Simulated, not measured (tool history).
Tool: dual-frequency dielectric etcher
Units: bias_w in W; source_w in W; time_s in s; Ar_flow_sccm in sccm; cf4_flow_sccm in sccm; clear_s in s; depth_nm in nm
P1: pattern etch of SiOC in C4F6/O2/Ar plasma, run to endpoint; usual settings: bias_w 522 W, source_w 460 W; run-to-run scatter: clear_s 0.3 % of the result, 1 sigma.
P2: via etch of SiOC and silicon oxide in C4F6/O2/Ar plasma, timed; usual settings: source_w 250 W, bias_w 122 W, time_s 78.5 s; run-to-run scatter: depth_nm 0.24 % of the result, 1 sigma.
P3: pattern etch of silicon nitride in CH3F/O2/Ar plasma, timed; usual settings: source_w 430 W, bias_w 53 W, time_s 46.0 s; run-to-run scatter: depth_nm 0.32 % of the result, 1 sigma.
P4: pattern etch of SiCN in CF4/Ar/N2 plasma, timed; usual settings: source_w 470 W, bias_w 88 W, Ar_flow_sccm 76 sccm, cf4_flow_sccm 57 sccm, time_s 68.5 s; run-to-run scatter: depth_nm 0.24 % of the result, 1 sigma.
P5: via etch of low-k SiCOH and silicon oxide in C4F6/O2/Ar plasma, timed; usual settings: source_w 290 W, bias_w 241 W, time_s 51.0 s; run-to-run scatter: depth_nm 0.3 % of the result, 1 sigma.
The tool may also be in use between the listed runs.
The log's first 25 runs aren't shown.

run,hour,process,bias_w,source_w,time_s,Ar_flow_sccm,cf4_flow_sccm,hours since the last wet clean,hours since the last bias power generator calibration,hours since the last source power generator calibration,clear_s,depth_nm
26,135.4,P1,522,460,,,,64.5,3431.4,1475.8,9.7052,
27,142.4,P2,122,250,78.5,,,71.5,3438.4,1482.8,,63.918
28,146.2,P2,73,250,78.5,,,75.3,3442.2,1486.6,,55.579
29,152.1,P4,88,470,68.5,76,57,81.2,3448.1,1492.5,,66.942
30,156.4,P1,522,460,,,,85.5,3452.4,1496.8,9.6900,
31,160.8,P3,53,300,46.0,,,89.9,3456.8,1501.2,,25.729
32,166.2,P5,241,290,72.0,,,95.3,3462.2,1506.6,,165.620
33,169.4,P1,522,460,,,,98.5,3465.4,1509.8,9.7166,
34,175.9,P1,522,460,,,,105.0,3471.9,1516.3,9.7023,
35,182.4,P1,522,460,,,,111.5,3478.4,1522.8,9.5662,
36,186.7,P1,522,460,,,,115.8,3482.7,1527.1,9.6166,
37,193.1,P1,522,460,,,,122.2,3489.1,1533.5,9.6082,
# hour 196.3: wet clean of the chamber
38,197.9,P1,522,460,,,,1.6,3493.9,1538.3,9.6250,
39,204.8,P1,522,460,,,,8.5,3500.8,1545.2,9.5879,

The next listed run, before its measurement:
40,209.4,P1,522,460,,,,13.1,3505.4,1549.8,?,

Run 40 gave clear_s 9.5313 s.

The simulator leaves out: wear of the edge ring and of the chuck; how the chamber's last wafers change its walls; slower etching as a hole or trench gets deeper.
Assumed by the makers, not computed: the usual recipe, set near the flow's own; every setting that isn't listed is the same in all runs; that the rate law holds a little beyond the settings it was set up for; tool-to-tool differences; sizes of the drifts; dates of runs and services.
